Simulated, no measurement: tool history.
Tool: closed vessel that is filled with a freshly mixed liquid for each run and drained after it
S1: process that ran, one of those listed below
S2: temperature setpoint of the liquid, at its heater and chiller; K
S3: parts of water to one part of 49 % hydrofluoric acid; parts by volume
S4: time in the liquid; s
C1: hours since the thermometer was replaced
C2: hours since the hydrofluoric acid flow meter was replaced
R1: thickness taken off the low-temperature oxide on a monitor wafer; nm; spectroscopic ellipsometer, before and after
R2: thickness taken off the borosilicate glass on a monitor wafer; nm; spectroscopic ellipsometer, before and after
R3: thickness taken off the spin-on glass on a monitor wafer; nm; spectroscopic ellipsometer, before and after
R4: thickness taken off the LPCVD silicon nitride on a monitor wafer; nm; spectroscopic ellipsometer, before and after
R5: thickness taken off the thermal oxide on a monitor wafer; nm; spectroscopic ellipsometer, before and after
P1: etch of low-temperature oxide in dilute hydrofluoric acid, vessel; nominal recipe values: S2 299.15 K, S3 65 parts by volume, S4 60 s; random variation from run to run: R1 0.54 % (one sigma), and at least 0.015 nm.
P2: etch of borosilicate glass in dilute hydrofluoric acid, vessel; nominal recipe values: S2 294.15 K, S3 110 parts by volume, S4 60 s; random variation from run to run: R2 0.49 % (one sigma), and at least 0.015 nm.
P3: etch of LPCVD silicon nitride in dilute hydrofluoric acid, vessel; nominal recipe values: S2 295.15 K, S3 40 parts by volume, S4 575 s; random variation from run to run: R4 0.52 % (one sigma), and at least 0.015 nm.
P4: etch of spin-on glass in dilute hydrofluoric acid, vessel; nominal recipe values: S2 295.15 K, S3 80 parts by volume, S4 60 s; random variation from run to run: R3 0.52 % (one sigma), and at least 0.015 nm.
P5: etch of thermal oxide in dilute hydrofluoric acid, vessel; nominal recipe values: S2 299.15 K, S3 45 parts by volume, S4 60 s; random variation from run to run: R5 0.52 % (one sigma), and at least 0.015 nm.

| run | hour | S1 | S2 | S3 | S4 | C1 | C2 | R1 | R2 | R3 | R4 | R5 |
|---|---|---|---|---|---|---|---|---|---|---|---|---|
| 1 | 2.5 | P1 | 299.15 | 65 | 60 | 170.3 | 461 | 18.691 |  |  |  |  |
| 2 | 5.1 | P2 | 294.15 | 110 | 60 | 172.9 | 463.6 |  | 16.233 |  |  |  |
| 3 | 8.8 | P4 | 302.15 | 80 | 60 | 176.6 | 467.3 |  |  | 34.592 |  |  |
| 4 | 12.7 | P1 | 299.15 | 100 | 60 | 180.5 | 471.2 | 11.594 |  |  |  |  |
| 5 | 16.3 | P2 | 294.15 | 35 | 60 | 184.1 | 474.8 |  | 56.342 |  |  |  |
| 6 | 20.5 | P1 | 293.15 | 65 | 60 | 188.3 | 479 | 14.836 |  |  |  |  |
|  | 24.8 | thermometer replaced |
| 7 | 25.2 | P4 | 295.15 | 80 | 30 | 0.5 | 483.7 |  |  | 13.147 |  |  |
| 8 | 28.5 | P1 | 299.15 | 20 | 60 | 3.8 | 487 | 64.509 |  |  |  |  |
| 9 | 32.9 | P2 | 301.65 | 110 | 60 | 8.2 | 491.4 |  | 21.768 |  |  |  |
| 10 | 35.9 | P3 | 295.15 | 40 | 1075 | 11.2 | 494.4 |  |  |  | 12.667 |  |
| 11 | 40 | P5 | 304.15 | 45 | 60 | 15.3 | 498.5 |  |  |  |  | 8.9198 |
| 12 | 44.9 | P1 | 299.15 | 20 | 105 | 20.2 | 503.4 | 114.54 |  |  |  |  |
| 13 | 48.8 | P3 | 295.15 | 20 | 575 | 24.1 | 507.3 |  |  |  | 13.095 |  |
| 14 | 54.3 | P3 | 295.15 | 40 | 575 | 29.6 | 512.8 |  |  |  | 6.7422 |  |
| 15 | 57.2 | P5 | 299.15 | 75 | 60 | 32.5 | 515.7 |  |  |  |  | 4.2324 |
| 16 | 62.1 | P2 | 294.15 | 110 | 60 | 37.4 | 520.6 |  | 16.282 |  |  |  |
| 17 | 65.9 | P4 | 295.15 | 135 | 60 | 41.2 | 524.4 |  |  | 14.502 |  |  |
| 18 | 70.9 | P1 | 299.15 | 65 | 60 | 46.2 | 529.4 | 18.696 |  |  |  |  |
| 19 | 76 | P1 | 299.15 | 65 | 60 | 51.3 | 534.5 | 18.784 |  |  |  |  |
| 20 | 81.1 | P1 | 299.15 | 65 | 60 | 56.4 | 539.6 | 18.802 |  |  |  |  |
| 21 | 85.5 | P3 | 295.15 | 40 | 575 | 60.8 | 544 |  |  |  | 6.7911 |  |
| 22 | 90.5 | P1 | 305.65 | 90 | 60 | 65.8 | 549 | 16.74 |  |  |  |  |
| 23 | 93.6 | P4 | 295.15 | 80 | 60 | 68.9 | 552.1 |  |  | 26.34 |  |  |
| 24 | 98.1 | P1 | 299.15 | 65 | 60 | 73.4 | 556.6 | 18.61 |  |  |  |  |
| 25 | 102.1 | P1 | 299.15 | 65 | 105 | 77.4 | 560.6 | 32.975 |  |  |  |  |
| 26 | 106.3 | P3 | 290.15 | 40 | 575 | 81.6 | 564.8 |  |  |  | 4.6984 |  |
| 27 | 111.8 | P5 | 299.15 | 45 | 60 | 87.1 | 570.3 |  |  |  |  | 7.3421 |
| 28 | 115.4 | P1 | 299.15 | 65 | 60 | 90.7 | 573.9 | 18.796 |  |  |  |  |
| 29 | 119.3 | P5 | 299.15 | 45 | 115 | 94.6 | 577.8 |  |  |  |  | 14.139 |
| 30 | 124.5 | P1 | 303.65 | 65 | 60 | 99.8 | 583 | 22.245 |  |  |  |  |
| 31 | 128.4 | P2 | 294.15 | 110 | 30 | 103.7 | 586.9 |  | 8.1501 |  |  |  |
| 32 | 133.7 | P1 | 299.15 | 65 | 30 | 109 | 592.2 | 9.4196 |  |  |  |  |
| 33 | 139.4 | P1 | 299.15 | 90 | 30 | 114.7 | 597.9 | 6.5735 |  |  |  |  |
| 34 | 142.7 | P1 | 299.15 | 65 | 60 | 118 | 601.2 | 18.927 |  |  |  |  |

Expected results for the next run?
| 35 | 146.9 | P1 | 299.15 | 65 | 60 | 122.2 | 605.4 | ? |  |  |  |  |

R1: 18.08 nm
